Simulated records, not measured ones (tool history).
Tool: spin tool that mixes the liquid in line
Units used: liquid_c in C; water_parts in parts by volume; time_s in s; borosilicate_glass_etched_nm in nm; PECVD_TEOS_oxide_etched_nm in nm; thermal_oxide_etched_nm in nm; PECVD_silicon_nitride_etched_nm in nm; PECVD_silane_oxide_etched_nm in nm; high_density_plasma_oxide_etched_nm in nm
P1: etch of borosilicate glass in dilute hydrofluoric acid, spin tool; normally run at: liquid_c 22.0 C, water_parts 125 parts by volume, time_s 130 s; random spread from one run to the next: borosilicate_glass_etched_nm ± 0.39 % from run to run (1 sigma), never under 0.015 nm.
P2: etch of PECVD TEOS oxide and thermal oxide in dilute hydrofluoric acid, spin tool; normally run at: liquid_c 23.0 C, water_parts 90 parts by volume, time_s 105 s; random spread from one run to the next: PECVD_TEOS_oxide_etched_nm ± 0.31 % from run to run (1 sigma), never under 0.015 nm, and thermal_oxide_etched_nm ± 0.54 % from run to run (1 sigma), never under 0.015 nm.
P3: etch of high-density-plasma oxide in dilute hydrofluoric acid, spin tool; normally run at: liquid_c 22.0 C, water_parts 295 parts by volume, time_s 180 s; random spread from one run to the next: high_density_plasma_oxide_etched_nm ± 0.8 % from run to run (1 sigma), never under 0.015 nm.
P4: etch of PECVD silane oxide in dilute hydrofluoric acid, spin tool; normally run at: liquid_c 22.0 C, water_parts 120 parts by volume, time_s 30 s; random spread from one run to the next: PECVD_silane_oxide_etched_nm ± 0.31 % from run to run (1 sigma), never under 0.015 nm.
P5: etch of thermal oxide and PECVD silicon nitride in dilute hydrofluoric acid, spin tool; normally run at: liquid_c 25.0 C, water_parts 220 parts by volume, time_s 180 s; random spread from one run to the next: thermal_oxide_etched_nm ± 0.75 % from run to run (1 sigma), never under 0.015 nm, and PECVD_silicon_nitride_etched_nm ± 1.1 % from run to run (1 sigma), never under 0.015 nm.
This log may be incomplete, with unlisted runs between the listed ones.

| run | hour | process | liquid_c | water_parts | time_s | borosilicate_glass_etched_nm | PECVD_TEOS_oxide_etched_nm | thermal_oxide_etched_nm | PECVD_silicon_nitride_etched_nm | PECVD_silane_oxide_etched_nm | high_density_plasma_oxide_etched_nm |
|---|---|---|---|---|---|---|---|---|---|---|---|
| 1 | 8.7 | P1 | 22.0 | 125 | 130 | 28.089 |  |  |  |  |  |
| 2 | 20.9 | P1 | 22.0 | 125 | 65 | 14.139 |  |  |  |  |  |
| 3 | 33.4 | P2 | 23.0 | 150 | 105 |  | 11.851 | 3.06110 |  |  |  |
| 4 | 45.5 | P1 | 22.0 | 125 | 130 | 28.248 |  |  |  |  |  |
| 5 | 56.2 | P1 | 22.0 | 125 | 130 | 28.225 |  |  |  |  |  |
| 6 | 64.6 | P5 | 25.0 | 220 | 180 |  |  | 3.46740 | 2.42180 |  |  |
| 7 | 76.5 | P5 | 18.5 | 220 | 180 |  |  | 2.69840 | 1.62760 |  |  |
| 8 | 87.5 | P2 | 23.0 | 90 | 105 |  | 21.198 | 5.40860 |  |  |  |
| 9 | 96.2 | P4 | 17.0 | 120 | 30 |  |  |  |  | 5.3153 |  |
| 10 | 101.6 | P5 | 25.0 | 220 | 50 |  |  | 0.94524 | 0.67808 |  |  |
| 11 | 109.4 | P4 | 22.0 | 70 | 30 |  |  |  |  | 11.8100 |  |
| 12 | 116.3 | P5 | 25.0 | 220 | 180 |  |  | 3.45710 | 2.38980 |  |  |
| 13 | 127.5 | P2 | 29.5 | 90 | 105 |  | 27.225 | 7.06620 |  |  |  |
| 14 | 136.0 | P1 | 22.0 | 125 | 130 | 28.181 |  |  |  |  |  |
| 15 | 147.5 | P1 | 22.0 | 70 | 215 | 88.635 |  |  |  |  |  |
| 16 | 159.0 | P1 | 22.0 | 125 | 130 | 28.130 |  |  |  |  |  |
| 17 | 170.5 | P4 | 22.0 | 120 | 30 |  |  |  |  | 6.4722 |  |
| 18 | 181.3 | P3 | 22.0 | 295 | 65 |  |  |  |  |  | 1.1370 |
| 19 | 190.5 | P2 | 23.0 | 90 | 15 |  | 3.021 | 0.78493 |  |  |  |
| 20 | 199.2 | P1 | 22.0 | 65 | 130 | 58.340 |  |  |  |  |  |
| 21 | 206.9 | P1 | 18.5 | 125 | 130 | 24.495 |  |  |  |  |  |
| 22 | 218.2 | P1 | 26.5 | 125 | 130 | 33.409 |  |  |  |  |  |
| 23 | 229.3 | P5 | 25.0 | 50 | 180 |  |  | 18.77500 | 10.31900 |  |  |
| 24 | 236.2 | P1 | 22.0 | 125 | 260 | 56.113 |  |  |  |  |  |
| 25 | 246.3 | P3 | 22.0 | 55 | 180 |  |  |  |  |  | 22.1350 |
| 26 | 257.0 | P3 | 22.0 | 295 | 180 |  |  |  |  |  | 3.2304 |
| 27 | 266.9 | P3 | 30.0 | 295 | 180 |  |  |  |  |  | 4.2293 |
| 28 | 276.7 | P4 | 22.0 | 120 | 55 |  |  |  |  | 11.9400 |  |
| 29 | 285.6 | P1 | 22.0 | 210 | 130 | 15.323 |  |  |  |  |  |
| 30 | 293.7 | P1 | 22.0 | 125 | 130 | 28.283 |  |  |  |  |  |
| 31 | 305.7 | P1 | 22.0 | 125 | 130 | 28.794 |  |  |  |  |  |
| 32 | 313.0 | P1 | 22.0 | 125 | 130 | 29.185 |  |  |  |  |  |
| 33 | 321.8 | P1 | 22.0 | 125 | 130 | 29.053 |  |  |  |  |  |
| 34 | 328.6 | P1 | 22.0 | 125 | 130 | 29.391 |  |  |  |  |  |
| 35 | 338.2 | P1 | 22.0 | 125 | 130 | 29.608 |  |  |  |  |  |
| 36 | 348.7 | P1 | 22.0 | 125 | 130 | 29.521 |  |  |  |  |  |
| 37 | 360.2 | P1 | 22.0 | 125 | 130 | 29.765 |  |  |  |  |  |
| 38 | 371.8 | P1 | 22.0 | 125 | 130 | 29.805 |  |  |  |  |  |
| 39 | 383.3 | P1 | 22.0 | 125 | 130 | 29.761 |  |  |  |  |  |
| 40 | 390.3 | P1 | 22.0 | 125 | 130 | 30.021 |  |  |  |  |  |
| 41 | 399.2 | P1 | 22.0 | 125 | 130 | 29.564 |  |  |  |  |  |

Compared with where it was, what P1 gives has crept away. Each cause listed below fits the log as well as the rest, at the size given for it:
A: liquid hotter than its thermometer reads (K) = 1.49
B: hydrofluoric acid flow above the setpoint (%) = 5.29
The creep began at about hour 293.7.

Each of the check runs listed below is run on 3 wafers and reports their average, with the results left as question marks. Pick the one under which the possible causes would lead to clearly different results.
| check 1 | 408.1 | P2 | 27.0 | 135 | 105 |  | ? | ? |  |  |  |
| check 2 | 408.1 | P5 | 25.0 | 75 | 180 |  |  | ? | ? |  |  |
| check 3 | 408.1 | P4 | 18.0 | 120 | 30 |  |  |  |  | ? |  |
| check 4 | 408.1 | P3 | 22.0 | 75 | 180 |  |  |  |  |  | ? |

Outcome of each check run for each possible cause:
| check | result | if A | if B |
|---|---|---|---|
| check 1 | PECVD_TEOS_oxide_etched_nm | 16.478 | 16.554 |
| check 1 | thermal_oxide_etched_nm | 4.24570 | 4.26510 |
| check 2 | thermal_oxide_etched_nm | 12.87600 | 12.84100 |
| check 2 | PECVD_silicon_nitride_etched_nm | 7.73020 | 7.37470 |
| check 3 | PECVD_silane_oxide_etched_nm | 5.8806 | 5.8611 |
| check 4 | high_density_plasma_oxide_etched_nm | 16.8840 | 16.8060 |
Smallest distance between any two causes, each pair judged by its most separating result, in per cent: check 1 0.46 %; check 2 4.71 %; check 3 0.33 %; check 4 0.46 %
Only check 2 tells the causes apart: in the others they would give nearly the same result.

The results of check 2 are: thermal_oxide_etched_nm 12.91600 nm; PECVD_silicon_nitride_etched_nm 7.63800 nm. Based on these, which of the listed causes is it?

The cause is A: liquid hotter than its thermometer reads (K).

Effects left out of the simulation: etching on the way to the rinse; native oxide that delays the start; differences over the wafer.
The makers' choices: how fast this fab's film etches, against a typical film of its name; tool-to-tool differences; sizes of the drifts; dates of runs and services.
